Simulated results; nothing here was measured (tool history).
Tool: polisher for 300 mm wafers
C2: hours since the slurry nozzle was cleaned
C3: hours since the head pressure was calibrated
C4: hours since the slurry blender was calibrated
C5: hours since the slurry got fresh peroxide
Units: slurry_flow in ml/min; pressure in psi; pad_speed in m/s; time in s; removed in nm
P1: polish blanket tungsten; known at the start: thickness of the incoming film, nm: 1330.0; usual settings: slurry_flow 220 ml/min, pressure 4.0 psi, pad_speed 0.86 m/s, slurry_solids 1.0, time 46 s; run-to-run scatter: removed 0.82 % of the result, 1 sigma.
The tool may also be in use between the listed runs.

Run 1, hour 15.5: slurry_flow 220 ml/min, pressure 4.0 psi, pad_speed 0.86 m/s, slurry_solids 1.0, time 46 s; wafers polished on this pad 360; C2 344.8; C3 236.4; C4 134.0; C5 24.6. Result: removed 181.660 nm.
At hour 30.4: slurry nozzle cleaned.
Run 2, hour 32.4: slurry_flow 220 ml/min, pressure 4.0 psi, pad_speed 0.86 m/s, slurry_solids 1.0, time 26 s; wafers polished on this pad 493; C2 2.1; C3 253.3; C4 150.9; C5 41.5. Result: removed 102.820 nm.
Run 3, hour 45.4: slurry_flow 220 ml/min, pressure 4.0 psi, pad_speed 0.48 m/s, slurry_solids 1.0, time 46 s; wafers polished on this pad 594; C2 15.1; C3 266.3; C4 163.9; C5 54.5. Result: removed 102.300 nm.
Run 4, hour 56.5: slurry_flow 220 ml/min, pressure 4.0 psi, pad_speed 0.86 m/s, slurry_solids 1.5, time 46 s; wafers polished on this pad 681; C2 26.2; C3 277.4; C4 175.0; C5 65.6. Result: removed 198.700 nm.
Run 5, hour 68.6: slurry_flow 220 ml/min, pressure 4.0 psi, pad_speed 0.86 m/s, slurry_solids 1.0, time 46 s; wafers polished on this pad 776; C2 38.3; C3 289.5; C4 187.1; C5 77.7. Result: removed 184.040 nm.
Run 6, hour 79.3: slurry_flow 315 ml/min, pressure 4.0 psi, pad_speed 0.86 m/s, slurry_solids 1.0, time 46 s; wafers polished on this pad 860; C2 49.0; C3 300.2; C4 197.8; C5 88.4. Result: removed 187.150 nm.
Run 7, hour 95.9: slurry_flow 220 ml/min, pressure 4.0 psi, pad_speed 0.86 m/s, slurry_solids 1.0, time 72 s; wafers polished on this pad 990; C2 65.6; C3 316.8; C4 214.4; C5 105.0. Result: removed 285.630 nm.
Run 8, hour 105.4: slurry_flow 220 ml/min, pressure 4.0 psi, pad_speed 0.86 m/s, slurry_solids 1.0, time 46 s; wafers polished on this pad 1064; C2 75.1; C3 326.3; C4 223.9; C5 114.5. Result: removed 182.410 nm.
Run 9, hour 118.7: slurry_flow 220 ml/min, pressure 4.0 psi, pad_speed 0.86 m/s, slurry_solids 1.0, time 46 s; wafers polished on this pad 1169; C2 88.4; C3 339.6; C4 237.2; C5 127.8. Result: removed 182.900 nm.
Run 10, hour 129.1: slurry_flow 220 ml/min, pressure 4.0 psi, pad_speed 0.86 m/s, slurry_solids 0.5, time 46 s; wafers polished on this pad 1250; C2 98.8; C3 350.0; C4 247.6; C5 138.2. Result: removed 156.070 nm.
Run 11, hour 146.0: slurry_flow 315 ml/min, pressure 4.0 psi, pad_speed 0.86 m/s, slurry_solids 1.0, time 66 s; wafers polished on this pad 1383; C2 115.7; C3 366.9; C4 264.5; C5 155.1. Result: removed 273.820 nm.
Run 12, hour 155.1: slurry_flow 130 ml/min, pressure 4.0 psi, pad_speed 0.86 m/s, slurry_solids 1.0, time 46 s; wafers polished on this pad 1454; C2 124.8; C3 376.0; C4 273.6; C5 164.2. Result: removed 169.330 nm.
Run 13, hour 163.7: slurry_flow 220 ml/min, pressure 4.0 psi, pad_speed 0.86 m/s, slurry_solids 1.0, time 46 s; wafers polished on this pad 1521; C2 133.4; C3 384.6; C4 282.2; C5 172.8. Result: removed 183.450 nm.
Run 14, hour 173.8: slurry_flow 220 ml/min, pressure 1.9 psi, pad_speed 0.86 m/s, slurry_solids 1.0, time 46 s; wafers polished on this pad 1600; C2 143.5; C3 394.7; C4 292.3; C5 182.9. Result: removed 87.011 nm.
At hour 174.4: slurry blender recalibrated.
Run 15, hour 191.0: slurry_flow 220 ml/min, pressure 4.0 psi, pad_speed 1.34 m/s, slurry_solids 1.0, time 46 s; wafers polished on this pad 1735; C2 160.7; C3 411.9; C4 16.6; C5 200.1. Result: removed 286.080 nm.
Run 16, hour 204.0: slurry_flow 220 ml/min, pressure 5.2 psi, pad_speed 0.86 m/s, slurry_solids 1.0, time 46 s; wafers polished on this pad 1837; C2 173.7; C3 424.9; C4 29.6; C5 213.1. Result: removed 240.220 nm.
Run 17, hour 214.2: slurry_flow 220 ml/min, pressure 4.0 psi, pad_speed 0.86 m/s, slurry_solids 1.0, time 46 s; wafers polished on this pad 1917; C2 183.9; C3 435.1; C4 39.8; C5 223.3. Result: removed 182.570 nm.
Run 18, hour 226.8: slurry_flow 220 ml/min, pressure 4.0 psi, pad_speed 0.86 m/s, slurry_solids 1.0, time 46 s; wafers polished on this pad 2016; C2 196.5; C3 447.7; C4 52.4; C5 235.9. Result: removed 174.460 nm.
Run 19, hour 235.4: slurry_flow 220 ml/min, pressure 4.0 psi, pad_speed 0.86 m/s, slurry_solids 1.0, time 46 s; wafers polished on this pad 2083; C2 205.1; C3 456.3; C4 61.0; C5 244.5. Result: removed 176.900 nm.
Run 20, hour 249.5: slurry_flow 220 ml/min, pressure 4.0 psi, pad_speed 0.86 m/s, slurry_solids 1.0, time 46 s; wafers polished on this pad 2193; C2 219.2; C3 470.4; C4 75.1; C5 258.6. Result: removed 174.640 nm.
At hour 253.6: slurry blender recalibrated.
At hour 263.0: worn pad replaced by a new one.
Run 21, hour 266.6: slurry_flow 220 ml/min, pressure 4.0 psi, pad_speed 0.86 m/s, slurry_solids 1.0, time 46 s; wafers polished on this pad 28; C2 236.3; C3 487.5; C4 13.0; C5 275.7. Result: removed 173.550 nm.
Run 22, hour 280.3: slurry_flow 220 ml/min, pressure 4.0 psi, pad_speed 0.86 m/s, slurry_solids 1.0, time 46 s; wafers polished on this pad 136; C2 250.0; C3 501.2; C4 26.7; C5 289.4. Result: removed 169.950 nm.
Run 23, hour 288.1: slurry_flow 220 ml/min, pressure 4.0 psi, pad_speed 0.86 m/s, slurry_solids 1.0, time 46 s; wafers polished on this pad 197; C2 257.8; C3 509.0; C4 34.5; C5 297.2. Result: removed 173.560 nm.
At hour 294.4: slurry tank refilled with fresh slurry and peroxide.
Run 24, hour 299.9: slurry_flow 220 ml/min, pressure 4.0 psi, pad_speed 0.86 m/s, slurry_solids 1.0, time 46 s; wafers polished on this pad 289; C2 269.6; C3 520.8; C4 46.3; C5 5.5. Result: removed 170.490 nm.
Run 25, hour 313.0: slurry_flow 220 ml/min, pressure 4.0 psi, pad_speed 0.86 m/s, slurry_solids 1.0, time 46 s; wafers polished on this pad 392; C2 282.7; C3 533.9; C4 59.4; C5 18.6. Result: removed 167.590 nm.
Run 26, hour 322.8: slurry_flow 220 ml/min, pressure 4.0 psi, pad_speed 0.86 m/s, slurry_solids 1.0, time 46 s; wafers polished on this pad 468; C2 292.5; C3 543.7; C4 69.2; C5 28.4. Result: removed 170.370 nm.

What P1 gives has crept away from where it was. These 2 causes fit the log equally well, each at the size given:
A: slurry flow missing at the pad, % = 38.8
B: head's pressure below its setpoint, % = 7.19
The creep began at about hour 214.2.
Why every other cause is out:
removal rate lost through wear of the pad, %: serviced at hour 263.0, which brought nothing back
abrasive missing from the slurry, %: serviced at hour 253.6, which brought nothing back
peroxide lost from the slurry, %: serviced at hour 294.4, which brought nothing back

4 check runs are offered, each on 2 wafers whose results are averaged, their results left as question marks. Which one tells the causes apart?
Run check 1, hour 332.6: slurry_flow 220 ml/min, pressure 2.0 psi, pad_speed 0.86 m/s, slurry_solids 0.6, time 46 s. Result: removed ?.
Run check 2, hour 332.6: slurry_flow 130 ml/min, pressure 4.0 psi, pad_speed 0.86 m/s, slurry_solids 1.0, time 30 s. Result: removed ?.
Run check 3, hour 332.6: slurry_flow 220 ml/min, pressure 4.0 psi, pad_speed 1.26 m/s, slurry_solids 1.0, time 68 s. Result: removed ?.
Run check 4, hour 332.6: slurry_flow 220 ml/min, pressure 4.0 psi, pad_speed 0.86 m/s, slurry_solids 1.4, time 71 s. Result: removed ?.

What each check would give under each cause:
  check   result     if A     if B
check 1  removed   75.314   75.308
check 2  removed   97.339  101.880
check 3  removed  367.000  366.970
check 4  removed  283.570  283.550
How far apart the two closest causes lie, in the result that separates them most: check 1 0.01 %; check 2 4.56 %; check 3 0.01 %; check 4 0.01 %
Check 2 tells the causes apart: in the others they would give nearly the same result.

Then check 2 was run and gave: removed 101.520 nm. Which cause is it?

It is B: head's pressure below its setpoint, %.
